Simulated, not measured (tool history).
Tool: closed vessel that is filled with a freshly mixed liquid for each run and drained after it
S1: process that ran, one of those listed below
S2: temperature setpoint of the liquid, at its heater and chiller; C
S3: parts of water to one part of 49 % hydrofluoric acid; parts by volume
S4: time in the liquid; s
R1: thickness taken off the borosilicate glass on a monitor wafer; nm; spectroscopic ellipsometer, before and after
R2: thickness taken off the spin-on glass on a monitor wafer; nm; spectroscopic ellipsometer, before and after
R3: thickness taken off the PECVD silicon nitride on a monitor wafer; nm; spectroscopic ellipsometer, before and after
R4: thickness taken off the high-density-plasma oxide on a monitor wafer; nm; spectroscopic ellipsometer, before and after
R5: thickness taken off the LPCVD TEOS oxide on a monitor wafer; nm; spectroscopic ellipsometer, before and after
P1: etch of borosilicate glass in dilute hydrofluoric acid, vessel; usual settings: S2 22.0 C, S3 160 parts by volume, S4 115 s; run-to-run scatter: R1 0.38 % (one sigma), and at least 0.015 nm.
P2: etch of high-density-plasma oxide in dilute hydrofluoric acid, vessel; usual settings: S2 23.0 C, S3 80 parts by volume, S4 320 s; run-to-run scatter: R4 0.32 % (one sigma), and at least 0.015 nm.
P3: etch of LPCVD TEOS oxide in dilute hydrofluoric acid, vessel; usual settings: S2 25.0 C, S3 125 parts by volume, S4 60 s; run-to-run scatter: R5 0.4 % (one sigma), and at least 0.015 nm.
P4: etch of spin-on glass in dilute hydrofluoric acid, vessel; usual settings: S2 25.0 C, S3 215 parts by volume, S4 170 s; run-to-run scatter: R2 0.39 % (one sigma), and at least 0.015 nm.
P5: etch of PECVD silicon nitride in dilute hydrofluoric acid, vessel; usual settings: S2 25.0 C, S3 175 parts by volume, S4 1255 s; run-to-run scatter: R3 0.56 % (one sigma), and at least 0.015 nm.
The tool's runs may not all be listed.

run	hour	S1	S2	S3	S4	R1	R2	R3	R4	R5
1	2.4	P1	22.0	160	115	12.3560				
2	5.0	P4	25.0	85	170		105.8000			
3	9.5	P4	25.0	215	170		36.0760			
4	12.1	P5	25.0	175	1255			16.499		
5	16.3	P5	25.0	175	1255			16.373		
6	21.8	P1	22.0	160	115	12.2340				
7	24.3	P1	22.0	160	115	12.2850				
8	28.4	P1	22.0	160	115	12.2290				
9	31.9	P1	22.0	160	115	12.3580				
10	34.7	P2	23.0	125	320				12.352	
11	37.8	P4	25.0	215	30		6.3382			
12	42.0	P1	19.0	70	115	27.3860				
13	47.5	P5	25.0	40	1255			70.917		
14	51.2	P1	22.0	160	115	12.3280				
15	56.9	P2	23.0	80	570				36.381	
16	60.1	P1	22.0	160	45	4.8068				
17	65.1	P3	25.0	125	60					11.2170
18	68.5	P1	22.0	160	195	20.7420				
19	73.4	P2	23.0	80	320				20.434	
20	76.0	P5	25.0	175	1975			25.981		
21	79.3	P1	28.5	160	30	4.0829				
22	82.2	P1	17.0	160	30	2.6139				
23	85.6	P4	32.5	215	170		46.5160			
24	88.5	P1	17.0	160	115	10.0420				
25	91.2	P3	25.0	220	60					5.6657
26	94.0	P3	33.5	125	60					15.2030
27	99.7	P4	25.0	215	170		36.0000			
28	103.1	P2	27.5	80	320				24.319	
29	106.2	P1	25.5	160	115	14.0250				
30	109.2	P1	22.0	160	115	12.2370				
31	112.8	P3	25.0	125	90					16.6810
32	117.6	P5	17.0	175	1255			9.815		
33	120.4	P2	23.0	80	320				20.309	
34	123.1	P1	22.0	290	115	5.9880				
35	128.2	P1	22.0	60	115	36.8240				
36	133.1	P1	22.0	160	115	12.1980				
37	136.4	P1	22.0	160	115	12.5530				
38	139.9	P1	22.0	160	115	12.7220				
39	144.9	P1	22.0	160	115	12.8900				
40	148.0	P1	22.0	160	115	13.1360				
41	152.3	P1	22.0	160	115	13.1530				
42	154.8	P1	22.0	160	115	13.0440				
43	159.1	P1	22.0	160	115	13.2020				
44	163.0	P1	22.0	160	115	13.3270				
45	168.1	P1	22.0	160	115	13.2500				
46	172.7	P1	22.0	160	115	13.3380				
47	176.6	P1	22.0	160	115	13.3250				

What P1 gives has crept away from where it was. These 2 causes fit the log equally well, each at the size given:
A: hydrofluoric acid flow above the setpoint (%) = 7.05
B: liquid hotter than its thermometer reads (K) = 2.08
The creep began at about hour 133.1.

4 check runs are offered, one wafer each, their results left as question marks. Which one tells the causes apart?
check 1	180.5	P5	17.5	175	1255			?		
check 2	180.5	P4	25.0	150	45		?			
check 3	180.5	P3	25.0	200	60					?
check 4	180.5	P2	27.0	80	505				?	

What each check would give under each cause:
check	result	if A	if B
check 1	R3	10.785	11.613
check 2	R2	15.9310	15.9010
check 3	R5	6.9301	6.8779
check 4	R4	40.666	40.886
How far apart the two closest causes lie, in the result that separates them most: check 1 7.39 %; check 2 0.19 %; check 3 0.76 %; check 4 0.54 %
Only check 1 tells the causes apart: in the others they would give nearly the same result.

Check 1 was then run and gave: R3 11.581 nm. Which cause is it?

It is B: liquid hotter than its thermometer reads (K).

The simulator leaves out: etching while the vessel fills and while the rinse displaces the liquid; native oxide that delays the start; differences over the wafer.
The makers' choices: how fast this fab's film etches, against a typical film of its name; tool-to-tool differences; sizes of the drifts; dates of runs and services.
